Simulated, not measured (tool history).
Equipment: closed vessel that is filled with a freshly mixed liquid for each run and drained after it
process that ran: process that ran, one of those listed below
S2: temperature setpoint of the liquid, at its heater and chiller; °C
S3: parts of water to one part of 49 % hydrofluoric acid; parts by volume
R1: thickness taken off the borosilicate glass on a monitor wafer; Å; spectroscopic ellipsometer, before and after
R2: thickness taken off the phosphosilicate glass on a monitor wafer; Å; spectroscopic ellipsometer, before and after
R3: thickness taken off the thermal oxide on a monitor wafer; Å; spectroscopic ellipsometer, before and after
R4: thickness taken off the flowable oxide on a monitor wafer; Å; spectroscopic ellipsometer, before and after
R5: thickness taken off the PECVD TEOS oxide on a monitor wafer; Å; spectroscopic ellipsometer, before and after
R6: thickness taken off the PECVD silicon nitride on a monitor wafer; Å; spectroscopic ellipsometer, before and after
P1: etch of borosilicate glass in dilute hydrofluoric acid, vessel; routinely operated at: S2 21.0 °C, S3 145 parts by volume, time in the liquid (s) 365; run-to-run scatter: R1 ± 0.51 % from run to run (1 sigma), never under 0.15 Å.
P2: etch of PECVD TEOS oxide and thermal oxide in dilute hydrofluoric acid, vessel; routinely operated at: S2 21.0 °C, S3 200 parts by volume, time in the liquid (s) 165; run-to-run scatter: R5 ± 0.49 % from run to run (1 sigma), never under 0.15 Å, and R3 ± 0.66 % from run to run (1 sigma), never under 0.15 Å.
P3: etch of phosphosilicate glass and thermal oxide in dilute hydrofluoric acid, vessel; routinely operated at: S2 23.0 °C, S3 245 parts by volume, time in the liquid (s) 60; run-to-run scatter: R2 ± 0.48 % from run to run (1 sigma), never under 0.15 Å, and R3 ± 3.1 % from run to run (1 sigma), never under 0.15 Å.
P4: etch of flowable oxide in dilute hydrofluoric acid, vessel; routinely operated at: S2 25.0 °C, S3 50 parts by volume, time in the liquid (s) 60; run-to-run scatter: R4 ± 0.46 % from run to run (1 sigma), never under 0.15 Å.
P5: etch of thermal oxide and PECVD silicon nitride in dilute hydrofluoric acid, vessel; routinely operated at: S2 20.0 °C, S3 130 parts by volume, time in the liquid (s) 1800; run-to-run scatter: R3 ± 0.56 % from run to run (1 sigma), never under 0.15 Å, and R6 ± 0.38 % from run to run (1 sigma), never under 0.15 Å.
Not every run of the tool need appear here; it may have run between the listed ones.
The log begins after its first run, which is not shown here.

Run 2, hour 21.5: process that ran P3, S2 23.0 °C, S3 55 parts by volume, time in the liquid (s) 60. Result: R2 1198.00 Å, R3 49.7520 Å.
Run 3, hour 30.1: process that ran P1, S2 25.0 °C, S3 65 parts by volume, time in the liquid (s) 365. Result: R1 1484.50 Å.
Run 4, hour 41.2: process that ran P4, S2 25.0 °C, S3 25 parts by volume, time in the liquid (s) 60. Result: R4 1354.60 Å.
Run 5, hour 53.8: process that ran P2, S2 27.0 °C, S3 200 parts by volume, time in the liquid (s) 165. Result: R3 39.7210 Å, R5 149.080 Å.
Run 6, hour 66.1: process that ran P5, S2 17.0 °C, S3 130 parts by volume, time in the liquid (s) 1800. Result: R3 455.1900 Å, R6 376.99 Å.
Run 7, hour 83.2: process that ran P1, S2 21.0 °C, S3 35 parts by volume, time in the liquid (s) 365. Result: R1 2465.30 Å.
Run 8, hour 100.8: process that ran P5, S2 20.0 °C, S3 130 parts by volume, time in the liquid (s) 2930. Result: R3 840.9900 Å, R6 752.33 Å.
Run 9, hour 116.5: process that ran P1, S2 21.0 °C, S3 145 parts by volume, time in the liquid (s) 130. Result: R1 186.39 Å.
Run 10, hour 127.8: process that ran P5, S2 20.0 °C, S3 190 parts by volume, time in the liquid (s) 1800. Result: R3 329.9000 Å, R6 318.95 Å.
Run 11, hour 136.3: process that ran P1, S2 21.0 °C, S3 145 parts by volume, time in the liquid (s) 365. Result: R1 526.46 Å.
Run 12, hour 144.3: process that ran P4, S2 19.5 °C, S3 50 parts by volume, time in the liquid (s) 60. Result: R4 521.22 Å.
Run 13, hour 156.5: process that ran P1, S2 21.0 °C, S3 145 parts by volume, time in the liquid (s) 365. Result: R1 523.98 Å.
Run 14, hour 167.5: process that ran P1, S2 21.0 °C, S3 145 parts by volume, time in the liquid (s) 580. Result: R1 826.64 Å.
Run 15, hour 183.8: process that ran P3, S2 27.5 °C, S3 245 parts by volume, time in the liquid (s) 60. Result: R2 255.32 Å, R3 10.2910 Å.
Run 16, hour 198.9: process that ran P1, S2 21.0 °C, S3 145 parts by volume, time in the liquid (s) 365. Result: R1 520.11 Å.
Run 17, hour 214.1: process that ran P5, S2 20.0 °C, S3 130 parts by volume, time in the liquid (s) 1800. Result: R3 514.3400 Å, R6 459.95 Å.
Run 18, hour 231.7: process that ran P1, S2 17.0 °C, S3 145 parts by volume, time in the liquid (s) 365. Result: R1 441.05 Å.
Run 19, hour 246.9: process that ran P3, S2 23.0 °C, S3 245 parts by volume, time in the liquid (s) 60. Result: R2 217.05 Å, R3 8.5475 Å.
Run 20, hour 258.3: process that ran P4, S2 25.0 °C, S3 50 parts by volume, time in the liquid (s) 115. Result: R4 1249.60 Å.
Run 21, hour 267.5: process that ran P2, S2 21.0 °C, S3 200 parts by volume, time in the liquid (s) 165. Result: R3 31.9390 Å, R5 118.860 Å.
Run 22, hour 281.6: process that ran P4, S2 25.0 °C, S3 50 parts by volume, time in the liquid (s) 60. Result: R4 651.93 Å.
Run 23, hour 291.5: process that ran P2, S2 21.0 °C, S3 200 parts by volume, time in the liquid (s) 30. Result: R3 5.6845 Å, R5 21.557 Å.
Run 24, hour 301.9: process that ran P3, S2 23.0 °C, S3 245 parts by volume, time in the liquid (s) 115. Result: R2 414.70 Å, R3 17.3800 Å.
Run 25, hour 314.6: process that ran P1, S2 21.0 °C, S3 145 parts by volume, time in the liquid (s) 365. Result: R1 524.84 Å.
Run 26, hour 333.0: process that ran P2, S2 21.0 °C, S3 310 parts by volume, time in the liquid (s) 165. Result: R3 18.7680 Å, R5 69.491 Å.

For run 27, what comes out?
Run 27, hour 351.2: process that ran P1, S2 28.0 °C, S3 145 parts by volume, time in the liquid (s) 365. Result: R1 ?.

R1: 684.75 Å
